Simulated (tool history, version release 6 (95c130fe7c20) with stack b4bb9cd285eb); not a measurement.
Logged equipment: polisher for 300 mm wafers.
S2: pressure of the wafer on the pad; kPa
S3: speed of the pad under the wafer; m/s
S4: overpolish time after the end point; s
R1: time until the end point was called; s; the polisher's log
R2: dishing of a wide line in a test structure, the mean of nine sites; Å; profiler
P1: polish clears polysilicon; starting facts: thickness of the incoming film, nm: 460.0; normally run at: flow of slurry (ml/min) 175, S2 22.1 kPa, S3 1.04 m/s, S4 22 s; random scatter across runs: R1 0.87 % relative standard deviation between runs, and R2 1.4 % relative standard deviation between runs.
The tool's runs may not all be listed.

Run 1, hour 5: flow of slurry (ml/min) 175, S2 22.1 kPa, S3 1.04 m/s, S4 22 s. Result: R1 24.391 s, R2 362.94 Å.
Run 2, hour 8.6: flow of slurry (ml/min) 175, S2 22.1 kPa, S3 1.04 m/s, S4 7 s. Result: R1 24.194 s, R2 357.46 Å.
Run 3, hour 13.3: flow of slurry (ml/min) 175, S2 22.1 kPa, S3 0.48 m/s, S4 35 s. Result: R1 53.082 s, R2 364.99 Å.
Run 4, hour 16.2: flow of slurry (ml/min) 175, S2 22.1 kPa, S3 1.58 m/s, S4 22 s. Result: R1 16.335 s, R2 354.65 Å.
Run 5, hour 21.2: flow of slurry (ml/min) 175, S2 22.1 kPa, S3 1.04 m/s, S4 22 s. Result: R1 24.396 s, R2 361.88 Å.
At hour 23.5: slurry nozzle cleaned.
Run 6, hour 24.8: flow of slurry (ml/min) 175, S2 22.1 kPa, S3 1.04 m/s, S4 22 s. Result: R1 24.589 s, R2 364.37 Å.
Run 7, hour 27.4: flow of slurry (ml/min) 175, S2 22.1 kPa, S3 1.04 m/s, S4 22 s. Result: R1 24.48 s, R2 359.94 Å.
Run 8, hour 30.8: flow of slurry (ml/min) 175, S2 15.9 kPa, S3 1.04 m/s, S4 7 s. Result: R1 34.517 s, R2 330.71 Å.
Run 9, hour 36: flow of slurry (ml/min) 175, S2 22.1 kPa, S3 1.04 m/s, S4 39 s. Result: R1 24.504 s, R2 370.88 Å.
Run 10, hour 38.5: flow of slurry (ml/min) 175, S2 33.1 kPa, S3 1.04 m/s, S4 22 s. Result: R1 16.334 s, R2 362.84 Å.
Run 11, hour 43.2: flow of slurry (ml/min) 175, S2 22.1 kPa, S3 0.74 m/s, S4 22 s. Result: R1 34.958 s, R2 360.1 Å.
Run 12, hour 46.9: flow of slurry (ml/min) 175, S2 22.1 kPa, S3 1.04 m/s, S4 22 s. Result: R1 25.042 s, R2 359.66 Å.
Run 13, hour 49.6: flow of slurry (ml/min) 175, S2 11.7 kPa, S3 1.04 m/s, S4 22 s. Result: R1 45.844 s, R2 369.59 Å.
Run 14, hour 53.6: flow of slurry (ml/min) 105, S2 22.1 kPa, S3 1.04 m/s, S4 22 s. Result: R1 27.037 s, R2 364.66 Å.
Run 15, hour 58.9: flow of slurry (ml/min) 270, S2 22.1 kPa, S3 1.04 m/s, S4 22 s. Result: R1 23.239 s, R2 362.9 Å.
Run 16, hour 62.3: flow of slurry (ml/min) 175, S2 22.1 kPa, S3 1.04 m/s, S4 22 s. Result: R1 24.466 s, R2 364.25 Å.
Run 17, hour 66.8: flow of slurry (ml/min) 175, S2 22.1 kPa, S3 1.04 m/s, S4 22 s. Result: R1 25.053 s, R2 358.14 Å.
Run 18, hour 72: flow of slurry (ml/min) 175, S2 22.1 kPa, S3 1.04 m/s, S4 22 s. Result: R1 25.933 s, R2 359.32 Å.
Run 19, hour 75.4: flow of slurry (ml/min) 175, S2 22.1 kPa, S3 1.04 m/s, S4 22 s. Result: R1 26.234 s, R2 369.02 Å.
At hour 76.7: head pressure recalibrated.
Run 20, hour 78: flow of slurry (ml/min) 175, S2 22.1 kPa, S3 1.04 m/s, S4 22 s. Result: R1 25.79 s, R2 365.18 Å.
Run 21, hour 81.3: flow of slurry (ml/min) 175, S2 22.1 kPa, S3 1.04 m/s, S4 22 s. Result: R1 26.694 s, R2 368.65 Å.
Run 22, hour 84.6: flow of slurry (ml/min) 175, S2 22.1 kPa, S3 1.04 m/s, S4 22 s. Result: R1 26.079 s, R2 359.24 Å.
Run 23, hour 88.8: flow of slurry (ml/min) 175, S2 22.1 kPa, S3 1.04 m/s, S4 22 s. Result: R1 26.199 s, R2 369.23 Å.
Run 24, hour 91.9: flow of slurry (ml/min) 175, S2 22.1 kPa, S3 1.04 m/s, S4 22 s. Result: R1 26.09 s, R2 368.56 Å.

P1 no longer gives what it gave before; its output has crept away from where it was. The following 2 causes, each at its listed size, fit the log equally well:
A: slurry flow missing at the pad, % = 33.7
B: removal rate lost through wear of the pad, % = 7.25
The gradual shift began around hour 62.3.
Why every other cause is out:
head's pressure below its setpoint, %: serviced at hour 76.7, which brought nothing back

Of the 4 check runs below, each run on 3 wafers with the results averaged and each result still a question mark, which one would tell the listed causes apart?
Run check 1, hour 95: flow of slurry (ml/min) 175, S2 31 kPa, S3 1.44 m/s, S4 22 s. Result: R1 ?, R2 ?.
Run check 2, hour 95: flow of slurry (ml/min) 175, S2 13.1 kPa, S3 0.78 m/s, S4 22 s. Result: R1 ?, R2 ?.
Run check 3, hour 95: flow of slurry (ml/min) 110, S2 28.3 kPa, S3 1.04 m/s, S4 22 s. Result: R1 ?, R2 ?.
Run check 4, hour 95: flow of slurry (ml/min) 175, S2 22.1 kPa, S3 1.58 m/s, S4 22 s. Result: R1 ?, R2 ?.

If the cause were each of the candidates in turn, the checks would give the following:
  check  result    if A    if B
check 1      R1  13.577  13.579
check 1      R2  363.26  363.26
check 2      R1  59.365  59.375
check 2      R2  360.54  360.54
check 3      R1  23.392  22.513
check 3      R2  363.26  363.26
check 4      R1  17.401  17.404
check 4      R2  363.26  363.26
Per check, the gap between the least separated pair of causes, taken in the result that splits them most: check 1 0.02 %; check 2 0.02 %; check 3 3.83 %; check 4 0.02 %
Only in check 3 would the causes give clearly different results; in the remaining checks their results would be nearly the same.

With check 3 done, the readings were: R1 23.286 s; R2 362.24 Å. Identify which of the listed causes applies.

The cause is A: slurry flow missing at the pad, %.
